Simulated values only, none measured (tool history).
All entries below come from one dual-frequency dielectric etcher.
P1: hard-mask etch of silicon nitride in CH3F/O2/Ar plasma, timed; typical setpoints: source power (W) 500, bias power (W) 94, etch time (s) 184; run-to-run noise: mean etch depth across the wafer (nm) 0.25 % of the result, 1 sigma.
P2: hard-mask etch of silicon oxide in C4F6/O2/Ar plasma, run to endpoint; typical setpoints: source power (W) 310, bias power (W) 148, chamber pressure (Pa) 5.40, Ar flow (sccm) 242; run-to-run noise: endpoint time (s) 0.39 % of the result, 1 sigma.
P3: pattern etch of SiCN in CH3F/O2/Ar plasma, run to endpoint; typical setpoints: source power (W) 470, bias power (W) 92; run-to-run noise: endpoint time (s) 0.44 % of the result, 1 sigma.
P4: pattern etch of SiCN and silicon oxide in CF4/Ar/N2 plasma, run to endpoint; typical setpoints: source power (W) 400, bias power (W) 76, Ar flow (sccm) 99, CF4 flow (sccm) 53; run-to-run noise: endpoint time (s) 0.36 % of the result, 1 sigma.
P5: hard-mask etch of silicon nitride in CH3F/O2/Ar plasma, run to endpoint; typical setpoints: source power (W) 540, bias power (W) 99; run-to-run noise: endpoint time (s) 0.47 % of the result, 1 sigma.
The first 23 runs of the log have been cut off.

run	hour	process that ran	source power (W)	bias power (W)	etch time (s)	Ar flow (sccm)	CF4 flow (sccm)	chamber pressure (Pa)	hours since the last wet clean	hours since the last source power generator calibration	hours since the last bias power generator calibration	mean etch depth across the wafer (nm)	endpoint time (s)
24	91.5	P1	500	63	184				214.9	6.6	1773.2	140.580	
25	96.9	P4	490	76		99	53		220.3	12.0	1778.6		14.494
26	99.6	P4	400	76		124	53		223.0	14.7	1781.3		17.954
27	105.1	P1	500	94	184				228.5	20.2	1786.8	162.270	
# hour 105.2: wet clean of the chamber
28	109.0	P5	540	99					3.9	24.1	1790.7		59.739
29	114.3	P4	400	76		99	53		9.2	29.4	1796.0		17.380
30	119.7	P1	500	133	184				14.6	34.8	1801.4	184.020	
31	123.1	P1	360	94	184				18.0	38.2	1804.8	143.690	
32	126.1	P1	500	94	184				21.0	41.2	1807.8	161.690	
33	131.2	P1	500	94	184				26.1	46.3	1812.9	161.770	
34	136.2	P1	500	94	184				31.1	51.3	1817.9	160.470	

Estimate the outcome of run 35 from the log above:
35	141.4	P1	500	94	184				36.3	56.5	1823.1	?	

{"run 35": {"mean etch depth across the wafer (nm)": 159.71}}
